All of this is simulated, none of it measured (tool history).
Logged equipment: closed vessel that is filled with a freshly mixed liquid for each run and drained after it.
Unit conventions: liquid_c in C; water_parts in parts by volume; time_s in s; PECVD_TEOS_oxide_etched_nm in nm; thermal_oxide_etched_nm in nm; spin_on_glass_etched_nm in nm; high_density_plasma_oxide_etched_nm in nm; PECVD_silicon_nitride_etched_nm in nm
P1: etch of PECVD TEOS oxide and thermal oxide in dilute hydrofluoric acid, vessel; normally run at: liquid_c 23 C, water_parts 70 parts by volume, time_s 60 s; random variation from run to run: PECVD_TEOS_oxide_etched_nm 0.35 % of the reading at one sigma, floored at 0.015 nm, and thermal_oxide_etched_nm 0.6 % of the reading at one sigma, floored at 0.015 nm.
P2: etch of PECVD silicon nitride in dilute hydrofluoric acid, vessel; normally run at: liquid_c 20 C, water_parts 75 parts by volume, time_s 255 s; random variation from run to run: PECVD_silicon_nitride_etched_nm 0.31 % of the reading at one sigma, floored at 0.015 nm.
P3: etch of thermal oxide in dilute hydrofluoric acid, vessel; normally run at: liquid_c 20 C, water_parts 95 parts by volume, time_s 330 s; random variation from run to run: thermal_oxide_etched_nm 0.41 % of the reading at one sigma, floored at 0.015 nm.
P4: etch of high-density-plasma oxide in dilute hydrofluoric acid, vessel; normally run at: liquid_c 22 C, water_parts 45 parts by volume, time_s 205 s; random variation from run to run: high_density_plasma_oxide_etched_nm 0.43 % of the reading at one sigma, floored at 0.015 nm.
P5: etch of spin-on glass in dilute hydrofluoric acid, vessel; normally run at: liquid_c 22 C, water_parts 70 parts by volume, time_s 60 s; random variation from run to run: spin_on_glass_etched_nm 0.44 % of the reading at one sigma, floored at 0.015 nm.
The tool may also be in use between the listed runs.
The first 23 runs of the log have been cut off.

run   hour  process  liquid_c  water_parts  time_s  hours since the thermometer was replaced  hours since the hydrofluoric acid flow meter was replaced  PECVD_TEOS_oxide_etched_nm  thermal_oxide_etched_nm  spin_on_glass_etched_nm  high_density_plasma_oxide_etched_nm  PECVD_silicon_nitride_etched_nm
 24  276.9       P3      27.5           95     330                                     154.2                                                      586.4                                               17.956
 25  285.2       P5        22           70      60                                     162.5                                                      594.7                                                                        25.709
 26  297.8       P5        17           70      60                                     175.1                                                      607.3                                                                        21.034
 27  312.1       P4        22           45     205                                     189.4                                                      621.6                                                                                                             39.942
 28  322.6       P3        20           95      55                                     199.9                                                      632.1                                               2.2302
 29  336.2       P1        23           70      60                                     213.5                                                      645.7                      16.619                   4.0375
 30  347.5       P1        17           70      60                                     224.8                                                        657                      13.058                   3.1478
 31  359.3       P1        23           70      60                                     236.6                                                      668.8                      16.703                    4.073
 32  374.5       P1        23           70      60                                     251.8                                                        684                      16.696                    3.996
 33  385.8       P1        23           70      60                                     263.1                                                      695.3                      16.266                   3.9399

Run 34 is up next; what results do you expect?
 34  396.5       P1        23           70      60                                     273.8                                                        706                           ?                        ?

PECVD_TEOS_oxide_etched_nm: 16.014 nm
thermal_oxide_etched_nm: 3.8338 nm
